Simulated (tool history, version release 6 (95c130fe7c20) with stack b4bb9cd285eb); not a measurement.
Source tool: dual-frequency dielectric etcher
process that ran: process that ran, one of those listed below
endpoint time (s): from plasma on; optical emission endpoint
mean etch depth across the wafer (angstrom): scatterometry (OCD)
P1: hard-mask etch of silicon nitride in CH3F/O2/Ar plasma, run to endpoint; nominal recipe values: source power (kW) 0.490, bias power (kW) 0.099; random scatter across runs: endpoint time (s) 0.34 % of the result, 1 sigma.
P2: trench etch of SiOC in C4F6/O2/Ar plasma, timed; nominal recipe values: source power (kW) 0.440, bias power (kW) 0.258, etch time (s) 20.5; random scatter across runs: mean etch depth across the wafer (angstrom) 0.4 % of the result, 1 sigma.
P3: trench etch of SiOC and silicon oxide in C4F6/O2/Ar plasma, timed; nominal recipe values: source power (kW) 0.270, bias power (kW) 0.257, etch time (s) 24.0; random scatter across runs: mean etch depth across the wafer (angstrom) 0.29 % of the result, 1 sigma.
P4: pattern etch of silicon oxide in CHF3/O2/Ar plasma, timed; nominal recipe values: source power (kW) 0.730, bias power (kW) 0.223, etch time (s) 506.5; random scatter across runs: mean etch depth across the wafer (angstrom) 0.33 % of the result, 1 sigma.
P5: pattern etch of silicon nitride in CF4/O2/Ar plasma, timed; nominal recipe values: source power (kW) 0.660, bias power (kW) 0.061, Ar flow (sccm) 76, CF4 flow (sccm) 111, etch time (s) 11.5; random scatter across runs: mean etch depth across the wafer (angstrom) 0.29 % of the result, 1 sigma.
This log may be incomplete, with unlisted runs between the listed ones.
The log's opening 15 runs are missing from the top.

| run | day | process that ran | source power (kW) | bias power (kW) | Ar flow (sccm) | CF4 flow (sccm) | etch time (s) | hours since the last wet clean | hours since the last source power generator calibration | hours since the last bias power generator calibration | endpoint time (s) | mean etch depth across the wafer (angstrom) |
|---|---|---|---|---|---|---|---|---|---|---|---|---|
| 16 | 3.867 | P2 | 0.440 | 0.258 |  |  | 20.5 | 480.6 | 2683.6 | 472.8 |  | 500.16 |
| 17 | 4.062 | P4 | 0.730 | 0.223 |  |  | 506.5 | 485.3 | 2688.3 | 477.5 |  | 11897.00 |
| 18 | 4.312 | P2 | 0.440 | 0.178 |  |  | 20.5 | 491.3 | 2694.3 | 483.5 |  | 443.10 |
| 19 | 4.517 | P3 | 0.270 | 0.257 |  |  | 15.0 | 496.2 | 2699.2 | 488.4 |  | 279.20 |
| 20 | 4.662 | P4 | 0.450 | 0.223 |  |  | 506.5 | 499.7 | 2702.7 | 491.9 |  | 9881.80 |
| 21 | 4.950 | P3 | 0.360 | 0.257 |  |  | 24.0 | 506.6 | 2709.6 | 498.8 |  | 498.07 |
| 22 | 5.200 | P3 | 0.270 | 0.257 |  |  | 24.0 | 512.6 | 2715.6 | 504.8 |  | 447.02 |
| 23 | 5.438 | P3 | 0.270 | 0.155 |  |  | 24.0 | 518.3 | 2721.3 | 510.5 |  | 376.40 |
| 24 | 5.621 | P5 | 0.660 | 0.061 | 46 | 111 | 11.5 | 522.7 | 2725.7 | 514.9 |  | 329.63 |
| 25 | 5.892 | P1 | 0.490 | 0.099 |  |  |  | 529.2 | 2732.2 | 521.4 | 46.624 |  |
| 26 | 6.050 | P5 | 0.910 | 0.061 | 76 | 111 | 11.5 | 533.0 | 2736.0 | 525.2 |  | 420.41 |
| 27 | 6.350 | P1 | 0.490 | 0.066 |  |  |  | 540.2 | 2743.2 | 532.4 | 53.354 |  |
| 28 | 6.508 | P5 | 0.660 | 0.077 | 76 | 111 | 11.5 | 544.0 | 2747.0 | 536.2 |  | 345.50 |
| 29 | 6.662 | P5 | 0.660 | 0.061 | 76 | 138 | 11.5 | 547.7 | 2750.7 | 539.9 |  | 322.58 |
| 30 | 6.912 | P1 | 0.490 | 0.099 |  |  |  | 553.7 | 2756.7 | 545.9 | 46.416 |  |
| 31 | 7.233 | P1 | 0.490 | 0.099 |  |  |  | 561.4 | 2764.4 | 553.6 | 46.103 |  |
| 32 | 7.421 | P1 | 0.490 | 0.099 |  |  |  | 565.9 | 2768.9 | 558.1 | 45.641 |  |
| 33 | 7.712 | P1 | 0.490 | 0.099 |  |  |  | 572.9 | 2775.9 | 565.1 | 45.780 |  |
| 34 | 8.012 | P1 | 0.490 | 0.099 |  |  |  | 580.1 | 2783.1 | 572.3 | 45.501 |  |
| 35 | 8.162 | P1 | 0.490 | 0.099 |  |  |  | 583.7 | 2786.7 | 575.9 | 45.317 |  |
|  | 8.233 | wet clean of the chamber |
| 36 | 8.483 | P1 | 0.490 | 0.099 |  |  |  | 6.0 | 2794.4 | 583.6 | 45.709 |  |
| 37 | 8.696 | P1 | 0.490 | 0.099 |  |  |  | 11.1 | 2799.5 | 588.7 | 45.521 |  |

Run 38, settings as shown, results not yet in. Your forecast:
| 38 | 9.004 | P1 | 0.490 | 0.099 |  |  |  | 18.5 | 2806.9 | 596.1 | ? |  |

Run 38 gave endpoint time (s) 45.615.
